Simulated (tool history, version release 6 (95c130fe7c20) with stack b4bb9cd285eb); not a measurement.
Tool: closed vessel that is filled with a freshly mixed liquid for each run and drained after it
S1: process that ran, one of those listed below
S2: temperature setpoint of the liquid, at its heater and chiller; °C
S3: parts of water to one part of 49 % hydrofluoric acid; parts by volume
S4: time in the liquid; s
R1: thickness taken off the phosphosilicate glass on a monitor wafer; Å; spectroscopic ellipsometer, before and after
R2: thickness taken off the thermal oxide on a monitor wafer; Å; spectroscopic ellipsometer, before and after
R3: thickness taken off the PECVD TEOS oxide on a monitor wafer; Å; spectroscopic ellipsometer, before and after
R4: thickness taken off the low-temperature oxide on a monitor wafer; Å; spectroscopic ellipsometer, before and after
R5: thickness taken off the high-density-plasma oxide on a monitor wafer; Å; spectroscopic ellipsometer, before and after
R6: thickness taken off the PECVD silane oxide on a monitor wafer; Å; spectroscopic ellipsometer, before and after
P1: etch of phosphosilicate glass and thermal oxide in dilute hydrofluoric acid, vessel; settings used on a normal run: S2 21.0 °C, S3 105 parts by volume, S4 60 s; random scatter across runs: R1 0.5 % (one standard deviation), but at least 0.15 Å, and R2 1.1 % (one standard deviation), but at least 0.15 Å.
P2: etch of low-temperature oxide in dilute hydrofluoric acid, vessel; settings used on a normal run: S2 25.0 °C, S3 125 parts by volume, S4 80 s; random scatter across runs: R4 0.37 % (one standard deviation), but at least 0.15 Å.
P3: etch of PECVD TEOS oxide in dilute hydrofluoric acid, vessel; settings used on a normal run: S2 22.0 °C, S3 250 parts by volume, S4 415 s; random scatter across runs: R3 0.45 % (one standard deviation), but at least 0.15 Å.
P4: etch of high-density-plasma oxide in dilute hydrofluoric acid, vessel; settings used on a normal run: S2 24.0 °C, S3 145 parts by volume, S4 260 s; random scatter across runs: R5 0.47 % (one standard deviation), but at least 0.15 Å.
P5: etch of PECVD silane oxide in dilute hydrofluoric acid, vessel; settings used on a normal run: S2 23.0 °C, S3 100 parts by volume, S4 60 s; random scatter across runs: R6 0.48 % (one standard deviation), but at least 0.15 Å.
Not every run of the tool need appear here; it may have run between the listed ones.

run   hour  S1    S2   S3   S4      R1      R2       R3       R4      R5       R6
  1   13.3  P1  21.0  105   60  555.95  23.058
  2   26.2  P1  21.0  105   60  557.06  23.540
  3   38.3  P3  22.0  250  110                   46.864
  4   56.9  P2  25.0   50   80                           463.290
  5   71.6  P2  25.0  125   80                           167.500
      75.7  -- hydrofluoric acid flow meter replaced
  6   84.2  P4  17.0  145  260                                    69.394
  7   93.7  P1  26.5  105   60  692.43  29.389
  8  109.8  P3  22.0  445  415                   83.927
  9  121.6  P1  21.0  160   60  344.10  14.636
 10  139.5  P2  25.0  125   40                            83.505
 11  149.2  P1  21.0  180  105  525.93  21.928
 12  164.5  P5  17.0  100   60                                            108.160
 13  178.9  P1  21.0   35   30  913.17  38.227
 14  194.7  P1  21.0  105   60  551.29  22.980
 15  209.5  P5  23.0  100   30                                             69.221
 16  221.7  P1  21.0  105   60  552.61  23.678
 17  231.7  P4  24.0  220  260                                    55.587
 18  240.9  P1  21.0   70   60  864.60  36.638
 19  249.8  P1  21.0  105  100  922.74  38.786
 20  263.2  P5  23.0  100   60                                            138.310
 21  274.1  P4  24.0  145  260                                    92.630
 22  289.3  P1  21.0  105   30  276.44  11.557
 23  299.7  P1  17.0  105   60  470.74  19.738
 24  315.3  P3  17.0  250  415                  147.270
 25  332.4  P2  20.0  125   80                           137.630
 26  342.7  P5  23.0   40   60                                            376.070
 27  357.3  P3  22.0  250  415                  180.070
 28  365.9  P5  23.0  100   60                                            138.190

Run 29 comes next. What will it give?
 29  378.8  P4  24.0  145  30                   ?

R5: 10.666 Å
